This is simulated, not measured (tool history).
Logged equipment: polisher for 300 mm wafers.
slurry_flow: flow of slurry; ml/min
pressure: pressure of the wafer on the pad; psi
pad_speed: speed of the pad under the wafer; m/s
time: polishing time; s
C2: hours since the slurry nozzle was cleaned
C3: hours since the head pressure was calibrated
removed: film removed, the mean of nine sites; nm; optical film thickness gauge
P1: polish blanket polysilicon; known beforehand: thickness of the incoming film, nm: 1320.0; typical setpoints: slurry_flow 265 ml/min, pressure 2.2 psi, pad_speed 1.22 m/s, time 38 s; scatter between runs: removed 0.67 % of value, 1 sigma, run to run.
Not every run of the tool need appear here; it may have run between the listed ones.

{"run": 1, "hour": 9.2, "slurry_flow": 265, "pressure": 2.2, "pad_speed": 1.22, "time": 38, "wafers polished on this pad": 325, "C2": 137.7, "C3": 1041.4, "removed": 345.11}
{"run": 2, "hour": 19.7, "slurry_flow": 375, "pressure": 2.2, "pad_speed": 1.68, "time": 38, "wafers polished on this pad": 434, "C2": 148.2, "C3": 1051.9, "removed": 493.02}
{"run": 3, "hour": 32.8, "slurry_flow": 265, "pressure": 2.2, "pad_speed": 1.22, "time": 19, "wafers polished on this pad": 569, "C2": 161.3, "C3": 1065, "removed": 172.4}
{"run": 4, "hour": 50.2, "slurry_flow": 395, "pressure": 2.2, "pad_speed": 1.66, "time": 38, "wafers polished on this pad": 748, "C2": 178.7, "C3": 1082.4, "removed": 487.09}
{"run": 5, "hour": 61.0, "slurry_flow": 265, "pressure": 2.2, "pad_speed": 1.22, "time": 38, "wafers polished on this pad": 859, "C2": 189.5, "C3": 1093.2, "removed": 343.99}
{"run": 6, "hour": 77.0, "slurry_flow": 265, "pressure": 1.1, "pad_speed": 1.22, "time": 38, "wafers polished on this pad": 1024, "C2": 205.5, "C3": 1109.2, "removed": 172.59}
{"run": 7, "hour": 84.7, "slurry_flow": 265, "pressure": 2.2, "pad_speed": 1.22, "time": 38, "wafers polished on this pad": 1103, "C2": 213.2, "C3": 1116.9, "removed": 339.55}
{"run": 8, "hour": 93.8, "slurry_flow": 160, "pressure": 1.1, "pad_speed": 1.22, "time": 38, "wafers polished on this pad": 1197, "C2": 222.3, "C3": 1126, "removed": 160}
{"run": 9, "hour": 104.6, "slurry_flow": 265, "pressure": 3.5, "pad_speed": 1.22, "time": 38, "wafers polished on this pad": 1308, "C2": 233.1, "C3": 1136.8, "removed": 542.83}
{"run": 10, "hour": 115.2, "slurry_flow": 265, "pressure": 2.2, "pad_speed": 1.22, "time": 38, "wafers polished on this pad": 1417, "C2": 243.7, "C3": 1147.4, "removed": 341.02}
{"run": 11, "hour": 129.4, "slurry_flow": 265, "pressure": 2.2, "pad_speed": 0.66, "time": 38, "wafers polished on this pad": 1564, "C2": 257.9, "C3": 1161.6, "removed": 185.54}
{"run": 12, "hour": 139.5, "slurry_flow": 160, "pressure": 2.2, "pad_speed": 1.22, "time": 38, "wafers polished on this pad": 1668, "C2": 268, "C3": 1171.7, "removed": 322.13}
{"run": 13, "hour": 155.2, "slurry_flow": 265, "pressure": 2.2, "pad_speed": 1.22, "time": 52, "wafers polished on this pad": 1829, "C2": 283.7, "C3": 1187.4, "removed": 469.91}
{"run": 14, "hour": 168.8, "slurry_flow": 265, "pressure": 2.2, "pad_speed": 1.22, "time": 38, "wafers polished on this pad": 1970, "C2": 297.3, "C3": 1201, "removed": 342.84}
{"run": 15, "hour": 185.3, "slurry_flow": 385, "pressure": 2.2, "pad_speed": 1.22, "time": 38, "wafers polished on this pad": 2139, "C2": 313.8, "C3": 1217.5, "removed": 353.26}
{"run": 16, "hour": 202.4, "slurry_flow": 265, "pressure": 2.2, "pad_speed": 1.92, "time": 38, "wafers polished on this pad": 2316, "C2": 330.9, "C3": 1234.6, "removed": 540.09}
{"run": 17, "hour": 210.1, "slurry_flow": 265, "pressure": 2.2, "pad_speed": 1.22, "time": 38, "wafers polished on this pad": 2395, "C2": 338.6, "C3": 1242.3, "removed": 339.36}
{"run": 18, "hour": 227.7, "slurry_flow": 265, "pressure": 2.2, "pad_speed": 1.22, "time": 38, "wafers polished on this pad": 2576, "C2": 356.2, "C3": 1259.9, "removed": 331.41}
{"run": 19, "hour": 236.9, "slurry_flow": 265, "pressure": 2.2, "pad_speed": 1.22, "time": 38, "wafers polished on this pad": 2671, "C2": 365.4, "C3": 1269.1, "removed": 333.02}
{"run": 20, "hour": 246.6, "slurry_flow": 265, "pressure": 2.2, "pad_speed": 1.22, "time": 38, "wafers polished on this pad": 2771, "C2": 375.1, "C3": 1278.8, "removed": 330.95}
{"run": 21, "hour": 254.5, "slurry_flow": 265, "pressure": 2.2, "pad_speed": 1.22, "time": 38, "wafers polished on this pad": 2852, "C2": 383, "C3": 1286.7, "removed": 331.12}
{"hour": 257.2, "done": "head pressure recalibrated"}
{"run": 22, "hour": 263.1, "slurry_flow": 265, "pressure": 2.2, "pad_speed": 1.22, "time": 38, "wafers polished on this pad": 2941, "C2": 391.6, "C3": 5.9, "removed": 325.57}
{"run": 23, "hour": 279.9, "slurry_flow": 265, "pressure": 2.2, "pad_speed": 1.22, "time": 38, "wafers polished on this pad": 3114, "C2": 408.4, "C3": 22.7, "removed": 330}
{"run": 24, "hour": 293.0, "slurry_flow": 265, "pressure": 2.2, "pad_speed": 1.22, "time": 38, "wafers polished on this pad": 3249, "C2": 421.5, "C3": 35.8, "removed": 324.43}
{"run": 25, "hour": 307.6, "slurry_flow": 265, "pressure": 2.2, "pad_speed": 1.22, "time": 38, "wafers polished on this pad": 3399, "C2": 436.1, "C3": 50.4, "removed": 326.79}
{"run": 26, "hour": 323.0, "slurry_flow": 265, "pressure": 2.2, "pad_speed": 1.22, "time": 38, "wafers polished on this pad": 3558, "C2": 451.5, "C3": 65.8, "removed": 326.6}

Something has made what P1 gives creep away from where it was; the 2 causes below, each at its own stated size, fit the log equally well:
A: slurry flow missing at the pad, % = 32.5
B: removal rate lost through wear of the pad, % = 4.7
The drift started at roughly hour 210.1.
What rules out each remaining cause:
head's pressure below its setpoint, %: was serviced at hour 257.2, once the creep was under way, yet the earlier output never came back

Below are 4 check runs, each averaged over 5 wafers, with their results shown as question marks. Which of them would give clearly different results depending on which cause is behind the drift?
{"run": "check 1", "hour": 338.4, "slurry_flow": 165, "pressure": 2.2, "pad_speed": 0.98, "time": 38, "removed": "?"}
{"run": "check 2", "hour": 338.4, "slurry_flow": 265, "pressure": 2.9, "pad_speed": 1.62, "time": 38, "removed": "?"}
{"run": "check 3", "hour": 338.4, "slurry_flow": 265, "pressure": 2.2, "pad_speed": 1.56, "time": 22, "removed": "?"}
{"run": "check 4", "hour": 338.4, "slurry_flow": 265, "pressure": 2.2, "pad_speed": 0.7, "time": 38, "removed": "?"}

Predicted outcomes, by check and by cause:
check=check_1 result=removed if_A=241.2 if_B=247.71
check=check_2 result=removed if_A=573.38 if_B=573.36
check=check_3 result=removed if_A=242.5 if_B=242.5
check=check_4 result=removed if_A=187.95 if_B=187.95
Smallest distance between any two causes, each pair judged by its most separating result, in per cent: check 1 2.66 %; check 2 0 %; check 3 0 %; check 4 0 %
Check 1 tells the causes apart: in the others they would give nearly the same result.

Check 1 was carried out, with these results: removed 247.52 nm. Which of the listed causes is responsible?

Of the candidate causes, it is B: removal rate lost through wear of the pad, %.
